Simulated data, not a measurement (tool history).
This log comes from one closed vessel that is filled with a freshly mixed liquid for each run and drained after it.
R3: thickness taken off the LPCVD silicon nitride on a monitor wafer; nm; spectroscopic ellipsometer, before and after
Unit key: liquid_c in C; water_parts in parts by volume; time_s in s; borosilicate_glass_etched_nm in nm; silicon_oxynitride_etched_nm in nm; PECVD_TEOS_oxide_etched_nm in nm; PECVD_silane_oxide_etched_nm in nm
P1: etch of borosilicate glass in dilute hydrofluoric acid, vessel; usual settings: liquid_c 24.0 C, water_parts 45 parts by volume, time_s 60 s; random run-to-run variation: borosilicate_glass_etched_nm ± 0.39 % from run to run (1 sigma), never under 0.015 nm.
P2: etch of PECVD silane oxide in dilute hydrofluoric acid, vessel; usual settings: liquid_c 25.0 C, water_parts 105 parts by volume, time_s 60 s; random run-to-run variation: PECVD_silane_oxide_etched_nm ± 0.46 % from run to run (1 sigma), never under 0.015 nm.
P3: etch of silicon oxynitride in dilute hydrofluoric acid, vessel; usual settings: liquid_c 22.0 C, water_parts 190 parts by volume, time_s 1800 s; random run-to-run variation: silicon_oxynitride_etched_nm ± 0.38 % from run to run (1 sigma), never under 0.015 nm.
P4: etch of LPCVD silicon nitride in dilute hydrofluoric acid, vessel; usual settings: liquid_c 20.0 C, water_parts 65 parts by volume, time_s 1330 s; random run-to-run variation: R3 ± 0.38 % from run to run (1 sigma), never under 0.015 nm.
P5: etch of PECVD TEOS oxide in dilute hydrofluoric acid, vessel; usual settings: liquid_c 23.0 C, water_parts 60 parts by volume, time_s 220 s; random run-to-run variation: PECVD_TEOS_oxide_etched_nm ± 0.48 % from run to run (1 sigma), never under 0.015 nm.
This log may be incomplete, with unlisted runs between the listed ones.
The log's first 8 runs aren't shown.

Run 9, day 1.783: process P5, liquid_c 23.0 C, water_parts 60 parts by volume, time_s 30 s. Result: PECVD_TEOS_oxide_etched_nm 4.9465 nm.
Run 10, day 2.029: process P1, liquid_c 20.5 C, water_parts 45 parts by volume, time_s 60 s. Result: borosilicate_glass_etched_nm 60.436 nm.
Run 11, day 2.288: process P1, liquid_c 29.0 C, water_parts 45 parts by volume, time_s 35 s. Result: borosilicate_glass_etched_nm 49.780 nm.
Run 12, day 2.450: process P1, liquid_c 24.0 C, water_parts 45 parts by volume, time_s 105 s. Result: borosilicate_glass_etched_nm 122.190 nm.
Run 13, day 2.696: process P1, liquid_c 24.0 C, water_parts 45 parts by volume, time_s 60 s. Result: borosilicate_glass_etched_nm 70.096 nm.
Run 14, day 2.838: process P2, liquid_c 25.0 C, water_parts 105 parts by volume, time_s 30 s. Result: PECVD_silane_oxide_etched_nm 15.199 nm.
Run 15, day 3.058: process P1, liquid_c 24.0 C, water_parts 45 parts by volume, time_s 60 s. Result: borosilicate_glass_etched_nm 69.560 nm.
Run 16, day 3.238: process P3, liquid_c 22.0 C, water_parts 315 parts by volume, time_s 1800 s. Result: silicon_oxynitride_etched_nm 6.3553 nm.
Run 17, day 3.512: process P4, liquid_c 17.0 C, water_parts 65 parts by volume, time_s 1330 s. Result: R3 5.2520 nm.
At day 3.588: thermometer replaced.
Run 18, day 3.750: process P5, liquid_c 17.0 C, water_parts 60 parts by volume, time_s 220 s. Result: PECVD_TEOS_oxide_etched_nm 27.9850 nm.
Run 19, day 4.029: process P2, liquid_c 25.0 C, water_parts 105 parts by volume, time_s 60 s. Result: PECVD_silane_oxide_etched_nm 30.224 nm.
Run 20, day 4.221: process P4, liquid_c 20.0 C, water_parts 65 parts by volume, time_s 1330 s. Result: R3 6.4696 nm.
Run 21, day 4.425: process P4, liquid_c 20.0 C, water_parts 20 parts by volume, time_s 1330 s. Result: R3 20.2540 nm.
Run 22, day 4.688: process P2, liquid_c 25.0 C, water_parts 35 parts by volume, time_s 60 s. Result: PECVD_silane_oxide_etched_nm 99.104 nm.
Run 23, day 4.854: process P1, liquid_c 24.0 C, water_parts 70 parts by volume, time_s 60 s. Result: borosilicate_glass_etched_nm 43.281 nm.
Run 24, day 5.138: process P3, liquid_c 22.0 C, water_parts 190 parts by volume, time_s 2695 s. Result: silicon_oxynitride_etched_nm 17.3050 nm.
Run 25, day 5.271: process P5, liquid_c 23.0 C, water_parts 60 parts by volume, time_s 220 s. Result: PECVD_TEOS_oxide_etched_nm 36.1090 nm.
Run 26, day 5.396: process P1, liquid_c 32.5 C, water_parts 45 parts by volume, time_s 60 s. Result: borosilicate_glass_etched_nm 98.160 nm.
Run 27, day 5.558: process P2, liquid_c 21.0 C, water_parts 105 parts by volume, time_s 60 s. Result: PECVD_silane_oxide_etched_nm 25.792 nm.
Run 28, day 5.700: process P1, liquid_c 24.0 C, water_parts 45 parts by volume, time_s 60 s. Result: borosilicate_glass_etched_nm 69.761 nm.
Run 29, day 5.867: process P1, liquid_c 24.0 C, water_parts 45 parts by volume, time_s 60 s. Result: borosilicate_glass_etched_nm 69.797 nm.
Run 30, day 6.142: process P1, liquid_c 24.0 C, water_parts 45 parts by volume, time_s 60 s. Result: borosilicate_glass_etched_nm 72.065 nm.
Run 31, day 6.358: process P1, liquid_c 24.0 C, water_parts 45 parts by volume, time_s 60 s. Result: borosilicate_glass_etched_nm 73.083 nm.

What does the tool deliver on the next run?
Run 32, day 6.529: process P1, liquid_c 24.0 C, water_parts 45 parts by volume, time_s 60 s. Result: borosilicate_glass_etched_nm ?.

Run 32 measured borosilicate_glass_etched_nm 73.320 nm.

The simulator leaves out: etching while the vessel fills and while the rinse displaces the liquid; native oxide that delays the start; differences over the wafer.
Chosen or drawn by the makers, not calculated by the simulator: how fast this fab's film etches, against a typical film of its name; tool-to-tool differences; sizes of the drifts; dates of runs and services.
